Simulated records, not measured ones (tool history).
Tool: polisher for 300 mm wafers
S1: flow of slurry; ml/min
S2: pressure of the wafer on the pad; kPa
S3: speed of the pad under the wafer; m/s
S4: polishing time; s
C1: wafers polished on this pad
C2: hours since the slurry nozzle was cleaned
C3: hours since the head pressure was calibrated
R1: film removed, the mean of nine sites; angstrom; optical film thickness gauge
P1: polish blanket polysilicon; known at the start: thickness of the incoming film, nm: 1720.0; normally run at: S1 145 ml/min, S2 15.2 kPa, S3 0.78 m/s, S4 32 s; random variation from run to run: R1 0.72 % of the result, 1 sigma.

{"run": 1, "day": 0.129, "S1": 145, "S2": 15.2, "S3": 0.78, "S4": 32, "C1": 290, "C2": 183.2, "C3": 223.6, "R1": 1369.6}
{"run": 2, "day": 0.288, "S1": 145, "S2": 15.2, "S3": 0.78, "S4": 32, "C1": 340, "C2": 187.0, "C3": 227.4, "R1": 1358.1}
{"run": 3, "day": 0.479, "S1": 145, "S2": 15.2, "S3": 0.78, "S4": 32, "C1": 401, "C2": 191.6, "C3": 232.0, "R1": 1361.2}
{"run": 4, "day": 0.588, "S1": 145, "S2": 15.2, "S3": 0.78, "S4": 32, "C1": 435, "C2": 194.2, "C3": 234.6, "R1": 1360.4}
{"run": 5, "day": 0.683, "S1": 145, "S2": 20.7, "S3": 0.78, "S4": 32, "C1": 466, "C2": 196.5, "C3": 236.9, "R1": 1858.2}
{"day": 0.729, "done": "head pressure recalibrated"}
{"run": 6, "day": 0.779, "S1": 145, "S2": 15.2, "S3": 0.78, "S4": 50, "C1": 496, "C2": 198.8, "C3": 1.3, "R1": 2118.4}
{"run": 7, "day": 0.946, "S1": 200, "S2": 15.2, "S3": 0.78, "S4": 32, "C1": 549, "C2": 202.8, "C3": 5.3, "R1": 1435.8}
{"run": 8, "day": 1.058, "S1": 145, "S2": 15.2, "S3": 0.52, "S4": 32, "C1": 585, "C2": 205.5, "C3": 8.0, "R1": 904.87}
{"run": 9, "day": 1.179, "S1": 145, "S2": 15.2, "S3": 0.78, "S4": 19, "C1": 624, "C2": 208.4, "C3": 10.9, "R1": 801.77}
{"run": 10, "day": 1.383, "S1": 85, "S2": 15.2, "S3": 0.78, "S4": 32, "C1": 689, "C2": 213.3, "C3": 15.8, "R1": 1201.1}
{"run": 11, "day": 1.542, "S1": 205, "S2": 20.7, "S3": 0.78, "S4": 32, "C1": 739, "C2": 217.1, "C3": 19.6, "R1": 1945.2}
{"run": 12, "day": 1.671, "S1": 145, "S2": 9.0, "S3": 0.78, "S4": 32, "C1": 780, "C2": 220.2, "C3": 22.7, "R1": 808.78}
{"run": 13, "day": 1.833, "S1": 145, "S2": 15.2, "S3": 1.14, "S4": 32, "C1": 832, "C2": 224.1, "C3": 26.6, "R1": 1985.2}
{"run": 14, "day": 1.925, "S1": 145, "S2": 15.2, "S3": 0.78, "S4": 32, "C1": 861, "C2": 226.3, "C3": 28.8, "R1": 1367.8}
{"run": 15, "day": 2.05, "S1": 145, "S2": 15.2, "S3": 0.78, "S4": 32, "C1": 901, "C2": 229.3, "C3": 31.8, "R1": 1370.1}
{"run": 16, "day": 2.208, "S1": 145, "S2": 15.2, "S3": 0.78, "S4": 32, "C1": 951, "C2": 233.1, "C3": 35.6, "R1": 1368.0}
{"run": 17, "day": 2.383, "S1": 145, "S2": 15.2, "S3": 0.78, "S4": 32, "C1": 1007, "C2": 237.3, "C3": 39.8, "R1": 1332.3}
{"run": 18, "day": 2.508, "S1": 145, "S2": 15.2, "S3": 0.78, "S4": 32, "C1": 1047, "C2": 240.3, "C3": 42.8, "R1": 1294.0}
{"run": 19, "day": 2.642, "S1": 145, "S2": 15.2, "S3": 0.78, "S4": 32, "C1": 1089, "C2": 243.5, "C3": 46.0, "R1": 1296.0}
{"run": 20, "day": 2.775, "S1": 145, "S2": 15.2, "S3": 0.78, "S4": 32, "C1": 1132, "C2": 246.7, "C3": 49.2, "R1": 1267.6}
{"run": 21, "day": 2.896, "S1": 145, "S2": 15.2, "S3": 0.78, "S4": 32, "C1": 1170, "C2": 249.6, "C3": 52.1, "R1": 1295.8}
{"day": 3.033, "done": "worn pad replaced by a new one"}
{"run": 22, "day": 3.088, "S1": 145, "S2": 15.2, "S3": 0.78, "S4": 32, "C1": 18, "C2": 254.2, "C3": 56.7, "R1": 1252.7}
{"run": 23, "day": 3.183, "S1": 145, "S2": 15.2, "S3": 0.78, "S4": 32, "C1": 49, "C2": 256.5, "C3": 59.0, "R1": 1246.8}
{"run": 24, "day": 3.35, "S1": 145, "S2": 15.2, "S3": 0.78, "S4": 32, "C1": 102, "C2": 260.5, "C3": 63.0, "R1": 1260.2}
{"run": 25, "day": 3.529, "S1": 145, "S2": 15.2, "S3": 0.78, "S4": 32, "C1": 159, "C2": 264.8, "C3": 67.3, "R1": 1258.3}
{"run": 26, "day": 3.696, "S1": 145, "S2": 15.2, "S3": 0.78, "S4": 32, "C1": 212, "C2": 268.8, "C3": 71.3, "R1": 1245.9}

What P1 gives has crept away from where it was. These 2 causes fit the log equally well, each at the size given:
A: slurry flow missing at the pad, % = 33.3
B: head's pressure below its setpoint, % = 8.43
The creep began at about day 2.208.
Why every other cause is out:
removal rate lost through wear of the pad, %: serviced at day 3.033, which brought nothing back

4 check runs are offered, one wafer each, their results left as question marks. Which one tells the causes apart?
{"run": "check 1", "day": 3.862, "S1": 145, "S2": 15.2, "S3": 0.54, "S4": 42, "R1": "?"}
{"run": "check 2", "day": 3.862, "S1": 145, "S2": 9.0, "S3": 0.78, "S4": 48, "R1": "?"}
{"run": "check 3", "day": 3.862, "S1": 85, "S2": 15.2, "S3": 0.78, "S4": 47, "R1": "?"}
{"run": "check 4", "day": 3.862, "S1": 145, "S2": 11.0, "S3": 0.78, "S4": 42, "R1": "?"}

What each check would give under each cause:
check=check_1 result=R1 if_A=1134.20 if_B=1134.10
check=check_2 result=R1 if_A=1106.40 if_B=1106.30
check=check_3 result=R1 if_A=1538.90 if_B=1620.40
check=check_4 result=R1 if_A=1191.50 if_B=1191.40
How far apart the two closest causes lie, in the result that separates them most: check 1 0.01 %; check 2 0.01 %; check 3 5.16 %; check 4 0.01 %
Check 3 tells the causes apart: in the others they would give nearly the same result.

Then check 3 was run and gave: R1 1535.10 angstrom. Which cause is it?

It is A: slurry flow missing at the pad, %.
